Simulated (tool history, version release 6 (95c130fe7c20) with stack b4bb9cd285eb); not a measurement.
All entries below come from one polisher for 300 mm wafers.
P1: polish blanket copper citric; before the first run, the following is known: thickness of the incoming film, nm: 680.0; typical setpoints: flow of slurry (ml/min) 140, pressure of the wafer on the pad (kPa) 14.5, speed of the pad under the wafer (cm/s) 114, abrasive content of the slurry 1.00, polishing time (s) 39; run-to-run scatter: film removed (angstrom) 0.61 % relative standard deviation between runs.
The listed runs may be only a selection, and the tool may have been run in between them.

run	hour	flow of slurry (ml/min)	pressure of the wafer on the pad (kPa)	speed of the pad under the wafer (cm/s)	abrasive content of the slurry	polishing time (s)	wafers polished on this pad	hours since the slurry nozzle was cleaned	hours since the head pressure was calibrated	hours since the slurry blender was calibrated	film removed (angstrom)
1	14.1	140	14.5	114	1.00	39	242	346.5	647.3	124.2	790.49
2	27.6	140	14.5	114	0.70	19	373	360.0	660.8	137.7	352.59
3	40.2	140	14.5	114	1.00	39	496	372.6	673.4	150.3	779.85
4	49.8	140	14.5	114	1.00	39	589	382.2	683.0	159.9	790.61
5	59.4	140	14.5	114	1.40	39	683	391.8	692.6	169.5	842.98
6	70.6	140	14.5	156	1.00	39	791	403.0	703.8	180.7	1064.30
7	81.2	140	14.5	114	0.65	39	895	413.6	714.4	191.3	713.29
8	94.8	140	7.6	114	1.00	39	1027	427.2	728.0	204.9	420.57
9	104.9	140	14.5	114	1.00	39	1125	437.3	738.1	215.0	793.62
10	121.4	140	20.0	114	1.00	39	1285	453.8	754.6	231.5	1068.70
11	129.0	140	14.5	114	1.00	39	1359	461.4	762.2	239.1	781.80
12	145.7	140	14.5	172	1.00	61	1522	478.1	778.9	255.8	1847.70
13	160.2	140	14.5	64	1.00	39	1663	492.6	793.4	270.3	449.91
14	168.1	140	14.5	114	1.00	59	1739	500.5	801.3	278.2	1172.90
15	177.4	140	14.5	114	1.00	39	1830	509.8	810.6	287.5	786.03
16	194.6	85	14.5	114	1.00	39	1997	527.0	827.8	304.7	697.31
17	210.5	85	14.5	60	1.00	39	2152	542.9	843.7	320.6	377.11
18	227.2	175	14.5	114	1.00	39	2314	559.6	860.4	337.3	816.56
19	242.1	140	14.5	114	1.00	27	2459	574.5	875.3	352.2	549.03
20	251.3	140	14.5	114	1.00	39	2548	583.7	884.5	361.4	788.43
21	262.3	140	14.5	114	1.00	39	2655	594.7	895.5	372.4	782.99
22	274.9	140	14.5	114	1.00	39	2778	607.3	908.1	385.0	773.37
23	288.3	140	14.5	114	1.00	39	2908	620.7	921.5	398.4	759.66
24	298.0	140	14.5	114	1.00	39	3003	630.4	931.2	408.1	748.12
25	308.0	140	14.5	114	1.00	39	3100	640.4	941.2	418.1	733.68
# hour 317.3: worn pad replaced by a new one
# hour 324.4: slurry blender recalibrated
26	325.0	140	14.5	114	1.00	39	75	657.4	958.2	0.7	735.45
27	334.3	140	14.5	114	1.00	39	166	666.7	967.5	10.0	730.58
28	347.8	140	14.5	114	1.00	39	297	680.2	981.0	23.5	733.74
29	363.7	140	14.5	114	1.00	39	452	696.1	996.9	39.4	724.09
30	376.6	140	14.5	114	1.00	39	577	709.0	1009.8	52.3	720.87
31	389.4	140	14.5	114	1.00	39	701	721.8	1022.6	65.1	733.20

Compared with where it was, what P1 gives has crept away. Each cause listed below fits the log as well as the rest, at the size given for it:
A: head's pressure below its setpoint, % = 7.22
B: slurry flow missing at the pad, % = 28.6
The process output started creeping at around hour 262.3.
Excluded causes, each with its reason:
removal rate lost through wear of the pad, %: maintenance at hour 317.3, after the shift began, did not return the process to its former output
abrasive missing from the slurry, %: maintenance at hour 324.4, after the shift began, did not return the process to its former output

You are offered 4 check runs, listed below with question marks in place of their results; each one averages 2 wafers. Which run separates the listed causes by giving clearly different results for each?
check 1	402.2	140	14.5	114	1.30	39					?
check 2	402.2	85	10.3	114	1.00	39					?
check 3	402.2	140	19.3	114	1.35	39					?
check 4	402.2	140	9.7	114	0.75	39					?

What each check would give under each cause:
check	result	if A	if B
check 1	film removed (angstrom)	770.33	770.22
check 2	film removed (angstrom)	468.60	450.06
check 3	film removed (angstrom)	1027.40	1027.80
check 4	film removed (angstrom)	463.90	463.31
Minimum pairwise separation of causes per check, each pair taken at its best-separating result: check 1 0.01 %; check 2 4.04 %; check 3 0.04 %; check 4 0.13 %
The causes can be told apart only by check 2. The other checks would give nearly the same results under each of them.

With check 2 done, the readings were: film removed (angstrom) 449.63. Identify which of the listed causes applies.

B is the cause: slurry flow missing at the pad, %.

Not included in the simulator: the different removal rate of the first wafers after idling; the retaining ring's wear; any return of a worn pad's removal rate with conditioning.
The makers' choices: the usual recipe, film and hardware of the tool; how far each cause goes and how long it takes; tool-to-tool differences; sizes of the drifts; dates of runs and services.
